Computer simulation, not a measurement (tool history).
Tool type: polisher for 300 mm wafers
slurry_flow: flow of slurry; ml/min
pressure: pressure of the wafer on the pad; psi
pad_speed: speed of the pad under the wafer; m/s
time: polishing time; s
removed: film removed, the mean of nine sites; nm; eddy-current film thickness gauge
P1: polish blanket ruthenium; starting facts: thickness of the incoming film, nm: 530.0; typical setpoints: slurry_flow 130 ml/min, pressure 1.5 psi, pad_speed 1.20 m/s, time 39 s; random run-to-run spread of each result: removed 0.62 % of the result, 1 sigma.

{"run": 1, "day": 0.3, "slurry_flow": 130, "pressure": 1.5, "pad_speed": 1.2, "time": 39, "removed": 43.177}
{"run": 2, "day": 0.65, "slurry_flow": 185, "pressure": 1.5, "pad_speed": 1.2, "time": 61, "removed": 72.301}
{"run": 3, "day": 0.908, "slurry_flow": 130, "pressure": 1.5, "pad_speed": 1.2, "time": 55, "removed": 61.368}
{"run": 4, "day": 1.225, "slurry_flow": 130, "pressure": 1.5, "pad_speed": 1.76, "time": 39, "removed": 63.737}
{"run": 5, "day": 1.742, "slurry_flow": 130, "pressure": 2.0, "pad_speed": 1.2, "time": 49, "removed": 72.037}
{"run": 6, "day": 2.112, "slurry_flow": 130, "pressure": 1.5, "pad_speed": 1.2, "time": 39, "removed": 43.318}
{"run": 7, "day": 2.358, "slurry_flow": 130, "pressure": 1.5, "pad_speed": 1.2, "time": 18, "removed": 20.221}
{"run": 8, "day": 2.762, "slurry_flow": 130, "pressure": 1.5, "pad_speed": 1.2, "time": 39, "removed": 43.147}
{"run": 9, "day": 3.179, "slurry_flow": 130, "pressure": 0.8, "pad_speed": 1.2, "time": 39, "removed": 23.311}
{"run": 10, "day": 3.529, "slurry_flow": 130, "pressure": 1.5, "pad_speed": 1.2, "time": 39, "removed": 42.819}
{"run": 11, "day": 3.983, "slurry_flow": 130, "pressure": 1.5, "pad_speed": 1.2, "time": 39, "removed": 43.273}
{"run": 12, "day": 4.212, "slurry_flow": 130, "pressure": 2.3, "pad_speed": 1.2, "time": 39, "removed": 65.762}
{"run": 13, "day": 4.583, "slurry_flow": 185, "pressure": 1.5, "pad_speed": 1.2, "time": 39, "removed": 46.353}
{"run": 14, "day": 4.888, "slurry_flow": 85, "pressure": 1.5, "pad_speed": 1.2, "time": 39, "removed": 39.053}
{"run": 15, "day": 5.275, "slurry_flow": 130, "pressure": 1.5, "pad_speed": 0.54, "time": 39, "removed": 19.524}
{"run": 16, "day": 5.638, "slurry_flow": 130, "pressure": 1.5, "pad_speed": 1.2, "time": 39, "removed": 43.596}
{"run": 17, "day": 6.092, "slurry_flow": 130, "pressure": 1.5, "pad_speed": 1.2, "time": 39, "removed": 41.189}
{"run": 18, "day": 6.592, "slurry_flow": 130, "pressure": 1.5, "pad_speed": 1.2, "time": 39, "removed": 39.588}
{"run": 19, "day": 6.842, "slurry_flow": 130, "pressure": 1.5, "pad_speed": 1.2, "time": 39, "removed": 39.62}
{"run": 20, "day": 7.121, "slurry_flow": 130, "pressure": 1.5, "pad_speed": 1.2, "time": 39, "removed": 39.5}
{"day": 7.175, "done": "head pressure recalibrated"}
{"run": 21, "day": 7.65, "slurry_flow": 130, "pressure": 1.5, "pad_speed": 1.2, "time": 39, "removed": 38.912}
{"run": 22, "day": 8.179, "slurry_flow": 130, "pressure": 1.5, "pad_speed": 1.2, "time": 39, "removed": 38.456}
{"run": 23, "day": 8.592, "slurry_flow": 130, "pressure": 1.5, "pad_speed": 1.2, "time": 39, "removed": 38.512}
{"run": 24, "day": 8.879, "slurry_flow": 130, "pressure": 1.5, "pad_speed": 1.2, "time": 39, "removed": 38.849}

Something has made what P1 gives creep away from where it was; the 2 causes below, each at its own stated size, fit the log equally well:
A: slurry flow missing at the pad, % = 37.6
B: removal rate lost through wear of the pad, % = 10.9
The gradual shift began around day 5.638.
Why every other cause is out:
head's pressure below its setpoint, %: serviced at day 7.175, after the change had begun; the process did not return to its earlier output

Which of the 4 check runs listed below, each an average over 2 wafers with its results shown as question marks, gives clearly different results under the different listed causes?
{"run": "check 1", "day": 9.167, "slurry_flow": 130, "pressure": 0.8, "pad_speed": 0.84, "time": 39, "removed": "?"}
{"run": "check 2", "day": 9.167, "slurry_flow": 130, "pressure": 1.5, "pad_speed": 1.68, "time": 21, "removed": "?"}
{"run": "check 3", "day": 9.167, "slurry_flow": 130, "pressure": 1.5, "pad_speed": 0.54, "time": 23, "removed": "?"}
{"run": "check 4", "day": 9.167, "slurry_flow": 95, "pressure": 1.5, "pad_speed": 0.6, "time": 39, "removed": "?"}

How each check would come out, cause by cause:
check=check_1 result=removed if_A=14.430 if_B=14.431
check=check_2 result=removed if_A=29.138 if_B=29.140
check=check_3 result=removed if_A=10.258 if_B=10.259
check=check_4 result=removed if_A=17.363 if_B=17.997
Smallest distance between any two causes, each pair judged by its most separating result, in per cent: check 1 0.01 %; check 2 0.01 %; check 3 0.01 %; check 4 3.58 %
Check 4 distinguishes between the causes, while the remaining checks would return nearly the same result for all of them.

Then check 4 was run and gave: removed 18.010 nm. Which cause is it?

B is the cause: removal rate lost through wear of the pad, %.

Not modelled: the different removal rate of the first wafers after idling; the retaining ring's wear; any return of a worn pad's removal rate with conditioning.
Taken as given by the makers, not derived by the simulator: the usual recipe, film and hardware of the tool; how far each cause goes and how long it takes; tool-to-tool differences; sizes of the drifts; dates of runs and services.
